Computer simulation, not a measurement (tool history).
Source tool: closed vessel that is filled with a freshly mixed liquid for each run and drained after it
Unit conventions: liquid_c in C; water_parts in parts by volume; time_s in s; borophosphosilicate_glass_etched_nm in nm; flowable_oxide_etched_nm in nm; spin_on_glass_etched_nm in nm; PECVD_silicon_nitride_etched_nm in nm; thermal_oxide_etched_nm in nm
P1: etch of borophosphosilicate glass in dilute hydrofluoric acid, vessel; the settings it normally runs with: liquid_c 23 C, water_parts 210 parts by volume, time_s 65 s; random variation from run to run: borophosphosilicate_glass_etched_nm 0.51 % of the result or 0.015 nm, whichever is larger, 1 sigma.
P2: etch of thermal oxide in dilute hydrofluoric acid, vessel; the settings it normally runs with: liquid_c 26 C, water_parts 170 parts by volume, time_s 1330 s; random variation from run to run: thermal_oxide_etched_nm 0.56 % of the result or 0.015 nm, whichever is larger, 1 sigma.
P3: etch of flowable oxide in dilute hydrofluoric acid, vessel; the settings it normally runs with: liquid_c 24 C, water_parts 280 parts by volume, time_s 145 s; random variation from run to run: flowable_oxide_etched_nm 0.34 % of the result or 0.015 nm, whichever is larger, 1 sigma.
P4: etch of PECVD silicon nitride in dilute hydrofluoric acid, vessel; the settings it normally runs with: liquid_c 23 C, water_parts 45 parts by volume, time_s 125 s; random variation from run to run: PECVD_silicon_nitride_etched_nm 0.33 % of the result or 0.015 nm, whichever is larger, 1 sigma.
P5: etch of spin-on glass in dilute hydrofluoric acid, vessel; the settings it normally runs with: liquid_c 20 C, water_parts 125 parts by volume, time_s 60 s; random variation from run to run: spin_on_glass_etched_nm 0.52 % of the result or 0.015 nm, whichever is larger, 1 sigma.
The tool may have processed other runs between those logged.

| run | hour | process | liquid_c | water_parts | time_s | hours since the thermometer was replaced | hours since the hydrofluoric acid flow meter was replaced | borophosphosilicate_glass_etched_nm | flowable_oxide_etched_nm | spin_on_glass_etched_nm | PECVD_silicon_nitride_etched_nm | thermal_oxide_etched_nm |
|---|---|---|---|---|---|---|---|---|---|---|---|---|
| 1 | 5.5 | P1 | 23 | 210 | 65 | 1674 | 1239.7 | 8.1755 |  |  |  |  |
| 2 | 9.1 | P3 | 17 | 280 | 145 | 1677.6 | 1243.3 |  | 10.478 |  |  |  |
| 3 | 15.7 | P5 | 20 | 25 | 60 | 1684.2 | 1249.9 |  |  | 102.21 |  |  |
| 4 | 22.5 | P1 | 28.5 | 210 | 65 | 1691 | 1256.7 | 9.9801 |  |  |  |  |
| 5 | 29.1 | P5 | 26 | 125 | 60 | 1697.6 | 1263.3 |  |  | 23.185 |  |  |
| 6 | 34.9 | P4 | 23 | 45 | 125 | 1703.4 | 1269.1 |  |  |  | 7.2585 |  |
| 7 | 39.4 | P2 | 26 | 70 | 1330 | 1707.9 | 1273.6 |  |  |  |  | 97.78 |
| 8 | 45.4 | P3 | 24 | 280 | 145 | 1713.9 | 1279.6 |  | 13.524 |  |  |  |
| 9 | 49.5 | P5 | 20 | 125 | 60 | 1718 | 1283.7 |  |  | 18.268 |  |  |
| 10 | 52.8 | P1 | 23 | 210 | 65 | 1721.3 | 1287 | 8.0953 |  |  |  |  |
| 11 | 57.6 | P1 | 17 | 305 | 65 | 1726.1 | 1291.8 | 4.114 |  |  |  |  |
| 12 | 63.1 | P1 | 23 | 210 | 30 | 1731.6 | 1297.3 | 3.7658 |  |  |  |  |
| 13 | 66 | P1 | 23 | 320 | 65 | 1734.5 | 1300.2 | 4.7771 |  |  |  |  |
| 14 | 69.9 | P4 | 18 | 45 | 125 | 1738.4 | 1304.1 |  |  |  | 5.1151 |  |
| 15 | 74.3 | P5 | 20 | 125 | 30 | 1742.8 | 1308.5 |  |  | 9.1797 |  |  |
| 16 | 80.7 | P1 | 23 | 210 | 65 | 1749.2 | 1314.9 | 8.1449 |  |  |  |  |
| 17 | 87.1 | P4 | 23 | 45 | 125 | 1755.6 | 1321.3 |  |  |  | 7.2399 |  |
| 18 | 93.3 | P1 | 19 | 210 | 65 | 1761.8 | 1327.5 | 7.1224 |  |  |  |  |
| 19 | 97.7 | P3 | 24 | 280 | 65 | 1766.2 | 1331.9 |  | 6.0826 |  |  |  |
| 20 | 104 | P1 | 23 | 210 | 65 | 1772.5 | 1338.2 | 8.1163 |  |  |  |  |
| 21 | 110.1 | P1 | 23 | 210 | 105 | 1778.6 | 1344.3 | 13.048 |  |  |  |  |
| 22 | 115.9 | P2 | 26 | 170 | 1330 | 1784.4 | 1350.1 |  |  |  |  | 35.761 |
| 23 | 119 | P4 | 23 | 45 | 250 | 1787.5 | 1353.2 |  |  |  | 14.608 |  |
| 24 | 122.3 | P2 | 32.5 | 170 | 1330 | 1790.8 | 1356.5 |  |  |  |  | 45.448 |
| 25 | 128.2 | P2 | 26 | 170 | 2040 | 1796.7 | 1362.4 |  |  |  |  | 54.815 |
| 26 | 132.1 | P3 | 24 | 455 | 145 | 1800.6 | 1366.3 |  | 7.0689 |  |  |  |
| 27 | 137.8 | P4 | 23 | 65 | 125 | 1806.3 | 1372 |  |  |  | 5.0583 |  |
| 28 | 141.3 | P5 | 20 | 125 | 60 | 1809.8 | 1375.5 |  |  | 18.383 |  |  |
| 29 | 147.7 | P2 | 26 | 170 | 1330 | 1816.2 | 1381.9 |  |  |  |  | 35.745 |
| 30 | 153.1 | P1 | 23 | 210 | 65 | 1821.6 | 1387.3 | 8.118 |  |  |  |  |
| 31 | 158.1 | P1 | 23 | 100 | 65 | 1826.6 | 1392.3 | 19.334 |  |  |  |  |
| 32 | 163.7 | P1 | 23 | 210 | 65 | 1832.2 | 1397.9 | 8.1383 |  |  |  |  |
| 33 | 169.2 | P1 | 23 | 210 | 65 | 1837.7 | 1403.4 | 7.8662 |  |  |  |  |
| 34 | 173.6 | P1 | 23 | 210 | 65 | 1842.1 | 1407.8 | 7.7254 |  |  |  |  |
| 35 | 179.6 | P1 | 23 | 210 | 65 | 1848.1 | 1413.8 | 7.6085 |  |  |  |  |
| 36 | 183.3 | P1 | 23 | 210 | 65 | 1851.8 | 1417.5 | 7.6299 |  |  |  |  |
| 37 | 186.5 | P1 | 23 | 210 | 65 | 1855 | 1420.7 | 7.5456 |  |  |  |  |
| 38 | 190 | P1 | 23 | 210 | 65 | 1858.5 | 1424.2 | 7.6318 |  |  |  |  |
| 39 | 195.2 | P1 | 23 | 210 | 65 | 1863.7 | 1429.4 | 7.5346 |  |  |  |  |
| 40 | 199.2 | P1 | 23 | 210 | 65 | 1867.7 | 1433.4 | 7.5227 |  |  |  |  |

What P1 gives has crept off from where it sat before. The 2 causes that follow fit the log equally well, each at the size noted:
A: hydrofluoric acid flow below the setpoint (%) = 6.18
B: liquid colder than its thermometer reads (K) = 2.08
The onset of the drift is placed at about hour 163.7.

Listed below are the offered check runs, one wafer per run, with question marks in place of results. For which of them would the causes give clearly different outcomes?
| check 1 | 203.2 | P5 | 20 | 125 | 60 |  |  |  |  | ? |  |  |
| check 2 | 203.2 | P2 | 26 | 170 | 1330 |  |  |  |  |  |  | ? |
| check 3 | 203.2 | P4 | 23 | 45 | 125 |  |  |  |  |  | ? |  |
| check 4 | 203.2 | P3 | 24 | 280 | 145 |  |  |  | ? |  |  |  |

What each check would give under each cause:
| check | result | if A | if B |
|---|---|---|---|
| check 1 | spin_on_glass_etched_nm | 17.047 | 16.838 |
| check 2 | thermal_oxide_etched_nm | 33.159 | 33.13 |
| check 3 | PECVD_silicon_nitride_etched_nm | 6.8113 | 6.2839 |
| check 4 | flowable_oxide_etched_nm | 12.461 | 12.559 |
Gap, in per cent, between the two causes that each check separates least, read from the result that separates them most: check 1 1.23 %; check 2 0.09 %; check 3 8.06 %; check 4 0.78 %
The causes can be told apart only by check 3. The other checks would give nearly the same results under each of them.

Then check 3 was run and gave: PECVD_silicon_nitride_etched_nm 6.8152 nm. Which cause is it?

The correct cause is A, namely: hydrofluoric acid flow below the setpoint (%).
